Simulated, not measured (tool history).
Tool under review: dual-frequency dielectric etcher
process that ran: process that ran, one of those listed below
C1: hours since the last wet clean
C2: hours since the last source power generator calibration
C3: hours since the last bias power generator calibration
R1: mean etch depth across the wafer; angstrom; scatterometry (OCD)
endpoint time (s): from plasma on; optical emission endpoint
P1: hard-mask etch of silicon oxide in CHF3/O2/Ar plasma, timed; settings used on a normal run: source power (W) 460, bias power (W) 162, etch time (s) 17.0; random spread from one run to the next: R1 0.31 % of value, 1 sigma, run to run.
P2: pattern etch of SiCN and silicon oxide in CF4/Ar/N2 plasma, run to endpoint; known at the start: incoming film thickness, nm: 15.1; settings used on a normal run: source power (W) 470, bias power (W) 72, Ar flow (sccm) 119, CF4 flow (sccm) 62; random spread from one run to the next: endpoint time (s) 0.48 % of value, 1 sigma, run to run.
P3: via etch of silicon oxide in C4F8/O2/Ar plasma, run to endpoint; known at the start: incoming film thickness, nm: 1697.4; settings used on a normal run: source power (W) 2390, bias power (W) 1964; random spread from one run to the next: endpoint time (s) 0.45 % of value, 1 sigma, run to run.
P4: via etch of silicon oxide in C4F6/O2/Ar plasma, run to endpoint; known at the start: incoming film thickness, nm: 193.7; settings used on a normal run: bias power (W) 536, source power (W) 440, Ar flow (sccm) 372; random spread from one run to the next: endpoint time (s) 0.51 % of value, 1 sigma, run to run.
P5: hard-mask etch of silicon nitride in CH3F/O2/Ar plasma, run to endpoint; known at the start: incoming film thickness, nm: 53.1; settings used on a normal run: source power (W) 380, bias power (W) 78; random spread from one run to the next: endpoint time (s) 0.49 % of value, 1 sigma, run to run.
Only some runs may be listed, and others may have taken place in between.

Run 1, hour 10.2: process that ran P1, source power (W) 460, bias power (W) 162, etch time (s) 17.0; C1 102.1; C2 1509.4; C3 2640.7. Result: R1 303.62 angstrom.
Run 2, hour 17.6: process that ran P1, source power (W) 460, bias power (W) 162, etch time (s) 17.0; C1 109.5; C2 1516.8; C3 2648.1. Result: R1 303.37 angstrom.
Run 3, hour 25.0: process that ran P3, source power (W) 2390, bias power (W) 1357; C1 116.9; C2 1524.2; C3 2655.5. Result: endpoint time (s) 351.770.
Run 4, hour 32.7: process that ran P2, source power (W) 470, bias power (W) 72, Ar flow (sccm) 119, CF4 flow (sccm) 62; C1 124.6; C2 1531.9; C3 2663.2. Result: endpoint time (s) 17.305.
Run 5, hour 44.2: process that ran P1, source power (W) 460, bias power (W) 162, etch time (s) 11.5; C1 136.1; C2 1543.4; C3 2674.7. Result: R1 206.35 angstrom.
Run 6, hour 58.7: process that ran P1, source power (W) 460, bias power (W) 206, etch time (s) 17.0; C1 150.6; C2 1557.9; C3 2689.2. Result: R1 330.17 angstrom.
Run 7, hour 69.4: process that ran P3, source power (W) 1450, bias power (W) 1964; C1 161.3; C2 1568.6; C3 2699.9. Result: endpoint time (s) 386.860.
Run 8, hour 85.2: process that ran P2, source power (W) 280, bias power (W) 72, Ar flow (sccm) 119, CF4 flow (sccm) 62; C1 177.1; C2 1584.4; C3 2715.7. Result: endpoint time (s) 27.191.
Run 9, hour 96.8: process that ran P1, source power (W) 460, bias power (W) 162, etch time (s) 23.5; C1 188.7; C2 1596.0; C3 2727.3. Result: R1 415.58 angstrom.
Run 10, hour 104.5: process that ran P4, source power (W) 440, bias power (W) 343, Ar flow (sccm) 372; C1 196.4; C2 1603.7; C3 2735.0. Result: endpoint time (s) 48.444.
Run 11, hour 115.0: process that ran P2, source power (W) 470, bias power (W) 72, Ar flow (sccm) 119, CF4 flow (sccm) 62; C1 206.9; C2 1614.2; C3 2745.5. Result: endpoint time (s) 17.218.
Run 12, hour 129.8: process that ran P1, source power (W) 460, bias power (W) 162, etch time (s) 17.0; C1 221.7; C2 1629.0; C3 2760.3. Result: R1 303.65 angstrom.
Run 13, hour 141.9: process that ran P5, source power (W) 380, bias power (W) 78; C1 233.8; C2 1641.1; C3 2772.4. Result: endpoint time (s) 76.321.
Run 14, hour 154.1: process that ran P2, source power (W) 470, bias power (W) 42, Ar flow (sccm) 119, CF4 flow (sccm) 62; C1 246.0; C2 1653.3; C3 2784.6. Result: endpoint time (s) 20.784.
Run 15, hour 161.7: process that ran P1, source power (W) 460, bias power (W) 162, etch time (s) 17.0; C1 253.6; C2 1660.9; C3 2792.2. Result: R1 302.05 angstrom.
Run 16, hour 172.1: process that ran P4, source power (W) 440, bias power (W) 536, Ar flow (sccm) 447; C1 264.0; C2 1671.3; C3 2802.6. Result: endpoint time (s) 42.080.
Run 17, hour 185.2: process that ran P5, source power (W) 380, bias power (W) 47; C1 277.1; C2 1684.4; C3 2815.7. Result: endpoint time (s) 89.409.
Run 18, hour 195.6: process that ran P1, source power (W) 460, bias power (W) 162, etch time (s) 17.0; C1 287.5; C2 1694.8; C3 2826.1. Result: R1 302.59 angstrom.
Run 19, hour 204.2: process that ran P1, source power (W) 460, bias power (W) 120, etch time (s) 17.0; C1 296.1; C2 1703.4; C3 2834.7. Result: R1 275.29 angstrom.
Run 20, hour 212.5: process that ran P2, source power (W) 470, bias power (W) 72, Ar flow (sccm) 119, CF4 flow (sccm) 83; C1 304.4; C2 1711.7; C3 2843.0. Result: endpoint time (s) 16.753.
Run 21, hour 222.0: process that ran P1, source power (W) 290, bias power (W) 133, etch time (s) 17.0; C1 313.9; C2 1721.2; C3 2852.5. Result: R1 237.43 angstrom.
Run 22, hour 230.1: process that ran P1, source power (W) 310, bias power (W) 162, etch time (s) 17.0; C1 322.0; C2 1729.3; C3 2860.6. Result: R1 260.76 angstrom.
Run 23, hour 244.6: process that ran P4, source power (W) 440, bias power (W) 536, Ar flow (sccm) 372; C1 336.5; C2 1743.8; C3 2875.1. Result: endpoint time (s) 41.429.
Run 24, hour 253.0: process that ran P5, source power (W) 300, bias power (W) 78; C1 344.9; C2 1752.2; C3 2883.5. Result: endpoint time (s) 83.266.
Run 25, hour 265.2: process that ran P1, source power (W) 330, bias power (W) 162, etch time (s) 21.0; C1 357.1; C2 1764.4; C3 2895.7. Result: R1 331.06 angstrom.
Run 26, hour 279.9: process that ran P1, source power (W) 650, bias power (W) 162, etch time (s) 17.0; C1 371.8; C2 1779.1; C3 2910.4. Result: R1 346.19 angstrom.
Run 27, hour 289.5: process that ran P2, source power (W) 470, bias power (W) 72, Ar flow (sccm) 149, CF4 flow (sccm) 62; C1 381.4; C2 1788.7; C3 2920.0. Result: endpoint time (s) 18.141.
Run 28, hour 303.4: process that ran P4, source power (W) 260, bias power (W) 536, Ar flow (sccm) 372; C1 395.3; C2 1802.6; C3 2933.9. Result: endpoint time (s) 49.756.
Run 29, hour 318.4: process that ran P3, source power (W) 2390, bias power (W) 1964; C1 410.3; C2 1817.6; C3 2948.9. Result: endpoint time (s) 318.790.
Run 30, hour 335.4: process that ran P1, source power (W) 460, bias power (W) 162, etch time (s) 17.0; C1 427.3; C2 1834.6; C3 2965.9. Result: R1 301.94 angstrom.
Run 31, hour 345.8: process that ran P1, source power (W) 460, bias power (W) 162, etch time (s) 17.0; C1 437.7; C2 1845.0; C3 2976.3. Result: R1 302.27 angstrom.
Run 32, hour 361.2: process that ran P1, source power (W) 460, bias power (W) 162, etch time (s) 17.0; C1 453.1; C2 1860.4; C3 2991.7. Result: R1 299.75 angstrom.
Run 33, hour 368.7: process that ran P1, source power (W) 460, bias power (W) 162, etch time (s) 17.0; C1 460.6; C2 1867.9; C3 2999.2. Result: R1 299.06 angstrom.
Run 34, hour 382.4: process that ran P1, source power (W) 460, bias power (W) 162, etch time (s) 17.0; C1 474.3; C2 1881.6; C3 3012.9. Result: R1 300.95 angstrom.
Run 35, hour 396.0: process that ran P1, source power (W) 460, bias power (W) 162, etch time (s) 17.0; C1 487.9; C2 1895.2; C3 3026.5. Result: R1 296.36 angstrom.
Run 36, hour 407.5: process that ran P1, source power (W) 460, bias power (W) 162, etch time (s) 17.0; C1 499.4; C2 1906.7; C3 3038.0. Result: R1 300.87 angstrom.
At hour 412.0: wet clean of the chamber.
Run 37, hour 420.8: process that ran P1, source power (W) 460, bias power (W) 162, etch time (s) 17.0; C1 8.9; C2 1920.0; C3 3051.3. Result: R1 298.08 angstrom.
Run 38, hour 431.2: process that ran P1, source power (W) 460, bias power (W) 162, etch time (s) 17.0; C1 19.3; C2 1930.4; C3 3061.7. Result: R1 298.25 angstrom.
Run 39, hour 444.3: process that ran P1, source power (W) 460, bias power (W) 162, etch time (s) 17.0; C1 32.4; C2 1943.5; C3 3074.8. Result: R1 297.92 angstrom.
Run 40, hour 459.8: process that ran P1, source power (W) 460, bias power (W) 162, etch time (s) 17.0; C1 47.9; C2 1959.0; C3 3090.3. Result: R1 295.99 angstrom.
Run 41, hour 467.2: process that ran P1, source power (W) 460, bias power (W) 162, etch time (s) 17.0; C1 55.3; C2 1966.4; C3 3097.7. Result: R1 297.90 angstrom.

What P1 gives has crept away from where it was. These 2 causes fit the log equally well, each at the size given:
A: bias power that arrives under what is set, % = 4.59
B: source power that arrives under what is set, % = 4.02
The process output started creeping at around hour 335.4.
Why every other cause is out:
chamber walls in a state that lowers the etch rate, %: was serviced at hour 412.0, once the creep was under way, yet the earlier output never came back

Consider the 4 check runs below, whose results appear as question marks and each of which averages 3 wafers. Which one distinguishes the causes, in that each cause would give it a clearly different result?
Run check 1, hour 474.6: process that ran P5, source power (W) 380, bias power (W) 55. Result: endpoint time (s) ?.
Run check 2, hour 474.6: process that ran P2, source power (W) 320, bias power (W) 46, Ar flow (sccm) 119, CF4 flow (sccm) 62. Result: endpoint time (s) ?.
Run check 3, hour 474.6: process that ran P4, source power (W) 300, bias power (W) 346, Ar flow (sccm) 372. Result: endpoint time (s) ?.
Run check 4, hour 474.6: process that ran P3, source power (W) 1650, bias power (W) 1499. Result: endpoint time (s) ?.

Check results expected under each cause:
  check             result     if A     if B
check 1  endpoint time (s)   87.318   87.385
check 2  endpoint time (s)   28.714   29.322
check 3  endpoint time (s)   56.455   56.371
check 4  endpoint time (s)  403.010  404.580
Distance between the nearest two causes, measured in the result of the check that separates them most: check 1 0.08 %; check 2 2.09 %; check 3 0.15 %; check 4 0.39 %
Only check 2 tells the causes apart: in the others they would give nearly the same result.

Check 2 was carried out, with these results: endpoint time (s) 29.293. Which of the listed causes is responsible?

The correct cause is B, namely: source power that arrives under what is set, %.

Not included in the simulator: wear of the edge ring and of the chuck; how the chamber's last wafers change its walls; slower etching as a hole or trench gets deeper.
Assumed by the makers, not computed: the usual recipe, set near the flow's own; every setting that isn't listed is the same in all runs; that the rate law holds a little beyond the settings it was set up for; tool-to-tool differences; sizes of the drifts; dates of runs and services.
